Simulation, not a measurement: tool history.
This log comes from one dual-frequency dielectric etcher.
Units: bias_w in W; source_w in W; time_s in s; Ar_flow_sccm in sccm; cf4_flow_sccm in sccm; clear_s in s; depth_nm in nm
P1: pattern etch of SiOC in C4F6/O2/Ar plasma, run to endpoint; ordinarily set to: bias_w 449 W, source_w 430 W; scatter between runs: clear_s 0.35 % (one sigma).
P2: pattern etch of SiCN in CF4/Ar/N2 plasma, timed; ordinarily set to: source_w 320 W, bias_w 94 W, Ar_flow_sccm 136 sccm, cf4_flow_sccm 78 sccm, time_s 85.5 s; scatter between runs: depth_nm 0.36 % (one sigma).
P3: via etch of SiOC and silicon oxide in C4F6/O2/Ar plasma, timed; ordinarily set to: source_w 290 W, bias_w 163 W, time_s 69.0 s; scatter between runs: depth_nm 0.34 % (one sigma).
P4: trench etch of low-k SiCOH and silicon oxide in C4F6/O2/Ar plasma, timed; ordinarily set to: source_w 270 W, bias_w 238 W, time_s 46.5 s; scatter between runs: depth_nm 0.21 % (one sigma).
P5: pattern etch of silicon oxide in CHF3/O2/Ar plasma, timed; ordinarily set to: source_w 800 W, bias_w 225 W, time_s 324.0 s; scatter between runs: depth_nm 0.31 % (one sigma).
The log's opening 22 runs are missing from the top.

run   hour  process  bias_w  source_w  time_s  Ar_flow_sccm  cf4_flow_sccm  clear_s  depth_nm
 23  243.8       P3      99       290    69.0                                          55.894
 24  253.3       P2      94       320    85.5           136             78             58.409
 25  261.8       P4     238       390    46.5                                         169.230
 26  274.3       P5     225       800   324.0                                         770.020
 27  285.8       P1     305       430                                        17.745
 28  298.9       P2      94       250    85.5           136             78             47.219
 29  308.2       P1     449       260                                        18.758
 30  315.4       P5     225       800   324.0                                         773.700
 31  324.0       P1     449       430                                        15.469
 32  334.1       P1     449       430                                        15.591
 33  341.6       P1     449       430                                        15.675
 34  349.2       P1     449       430                                        15.671
 35  357.9       P1     449       430                                        15.761
 36  366.8       P1     449       430                                        15.738

Run 37 has not been measured yet. What should we expect?
 37  381.6       P1     449       430                                             ?

{"run 37": {"clear_s": 15.654}}
